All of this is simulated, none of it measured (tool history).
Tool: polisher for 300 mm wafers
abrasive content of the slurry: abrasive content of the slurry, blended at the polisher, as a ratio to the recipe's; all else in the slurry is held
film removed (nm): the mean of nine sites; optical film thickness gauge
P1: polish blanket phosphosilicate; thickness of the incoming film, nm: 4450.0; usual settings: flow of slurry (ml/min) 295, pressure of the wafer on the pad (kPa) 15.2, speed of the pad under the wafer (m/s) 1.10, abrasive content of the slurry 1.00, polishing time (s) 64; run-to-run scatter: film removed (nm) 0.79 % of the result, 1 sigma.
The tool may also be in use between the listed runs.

run   hour  flow of slurry (ml/min)  pressure of the wafer on the pad (kPa)  speed of the pad under the wafer (m/s)  abrasive content of the slurry  polishing time (s)  wafers polished on this pad  hours since the slurry nozzle was cleaned  hours since the head pressure was calibrated  hours since the slurry blender was calibrated  hours since the conditioning disc was replaced  film removed (nm)
  1    5.7                      295                                    15.2                                    1.10                            1.00                  64                          264                                      225.0                                         297.4                                           80.7                                            91.2             393.39
  2   12.0                      295                                    15.2                                    0.84                            1.00                  43                          308                                      231.3                                         303.7                                           87.0                                            97.5             209.16
      13.4  -- slurry nozzle cleaned
  3   16.1                      195                                     6.9                                    1.10                            1.00                  64                          337                                        2.7                                         307.8                                           91.1                                           101.6             168.99
  4   21.9                      295                                     6.9                                    1.10                            1.00                  64                          378                                        8.5                                         313.6                                           96.9                                           107.4             174.91
  5   26.5                      295                                    15.2                                    1.10                            1.00                  33                          411                                       13.1                                         318.2                                          101.5                                           112.0             201.00
  6   31.8                      295                                    24.1                                    1.10                            1.00                  64                          448                                       18.4                                         323.5                                          106.8                                           117.3             623.56
  7   38.5                      295                                    15.2                                    1.10                            1.00                  88                          495                                       25.1                                         330.2                                          113.5                                           124.0             526.11
  8   42.5                      295                                    15.2                                    1.10                            1.30                  64                          524                                       29.1                                         334.2                                          117.5                                           128.0             430.29
  9   46.1                      175                                    15.2                                    1.10                            1.00                  64                          549                                       32.7                                         337.8                                          121.1                                           131.6             367.28
 10   51.6                      295                                    15.2                                    1.10                            1.00                  64                          588                                       38.2                                         343.3                                          126.6                                           137.1             391.37
 11   58.5                      295                                    15.2                                    1.10                            1.00                  64                          637                                       45.1                                         350.2                                          133.5                                           144.0             387.85
      63.5  -- slurry blender recalibrated
 12   63.8                      295                                    15.2                                    1.10                            1.00                  64                          674                                       50.4                                         355.5                                            0.4                                           149.3             386.65
 13   70.0                      295                                    15.2                                    1.10                            0.55                  64                          718                                       56.6                                         361.7                                            6.6                                           155.5             283.76
 14   76.9                      380                                    15.2                                    1.10                            1.00                  64                          766                                       63.5                                         368.6                                           13.5                                           162.4             403.85
 15   80.4                      295                                    15.2                                    0.54                            1.00                  64                          791                                       67.0                                         372.1                                           17.0                                           165.9             221.60
 16   85.4                      295                                    15.2                                    1.62                            1.00                  64                          826                                       72.0                                         377.1                                           22.0                                           170.9             531.61
 17   91.3                      295                                    15.2                                    1.10                            1.00                  64                          868                                       77.9                                         383.0                                           27.9                                           176.8             388.09
 18   96.6                      295                                    15.2                                    1.10                            1.00                  64                          905                                       83.2                                         388.3                                           33.2                                           182.1             374.36
 19  103.8                      295                                    15.2                                    1.10                            1.00                  64                          956                                       90.4                                         395.5                                           40.4                                           189.3             357.65
 20  107.3                      295                                    15.2                                    1.10                            1.00                  64                          981                                       93.9                                         399.0                                           43.9                                           192.8             353.85
 21  110.8                      295                                    15.2                                    1.10                            1.00                  64                         1006                                       97.4                                         402.5                                           47.4                                           196.3             355.26
     114.1  -- conditioning disc replaced and pad reconditioned
     114.8  -- worn pad replaced by a new one
     116.7  -- slurry nozzle cleaned
 22  117.8                      295                                    15.2                                    1.10                            1.00                  64                           21                                        1.1                                         409.5                                           54.4                                             3.7             349.24
 23  124.5                      295                                    15.2                                    1.10                            1.00                  64                           68                                        7.8                                         416.2                                           61.1                                            10.4             350.25
 24  130.9                      295                                    15.2                                    1.10                            1.00                  64                          113                                       14.2                                         422.6                                           67.5                                            16.8             344.15
 25  136.4                      295                                    15.2                                    1.10                            1.00                  64                          152                                       19.7                                         428.1                                           73.0                                            22.3             341.92

What P1 gives has crept away from where it was. These 2 causes fit the log equally well, each at the size given:
A: head's pressure below its setpoint, % = 11.1
B: abrasive missing from the slurry, % = 21.6
The creep began at about hour 91.3.
Why every other cause is out:
removal rate lost through wear of the pad, %: serviced at hour 114.8, which brought nothing back
slurry flow missing at the pad, %: serviced at hour 116.7, which brought nothing back
time polished since the conditioner stopped cutting, s: serviced at hour 114.1, which brought nothing back

4 check runs are offered, each on 5 wafers whose results are averaged, their results left as question marks. Which one tells the causes apart?
check 1  141.9                      190                                    15.2                                    1.10                            1.00                  64                                                                                                                                                                                                                                       ?
check 2  141.9                      175                                    15.2                                    1.10                            1.00                  64                                                                                                                                                                                                                                       ?
check 3  141.9                      295                                     7.6                                    1.10                            1.00                  64                                                                                                                                                                                                                                       ?
check 4  141.9                      295                                    15.2                                    1.48                            0.60                  64                                                                                                                                                                                                                                       ?

What each check would give under each cause:
  check             result    if A    if B
check 1  film removed (nm)  327.58  327.47
check 2  film removed (nm)  323.72  323.61
check 3  film removed (nm)  172.17  172.11
check 4  film removed (nm)  335.06  324.86
How far apart the two closest causes lie, in the result that separates them most: check 1 0.03 %; check 2 0.03 %; check 3 0.03 %; check 4 3.09 %
Only check 4 tells the causes apart: in the others they would give nearly the same result.

Then check 4 was run and gave: film removed (nm) 325.92. Which cause is it?

It is B: abrasive missing from the slurry, %.
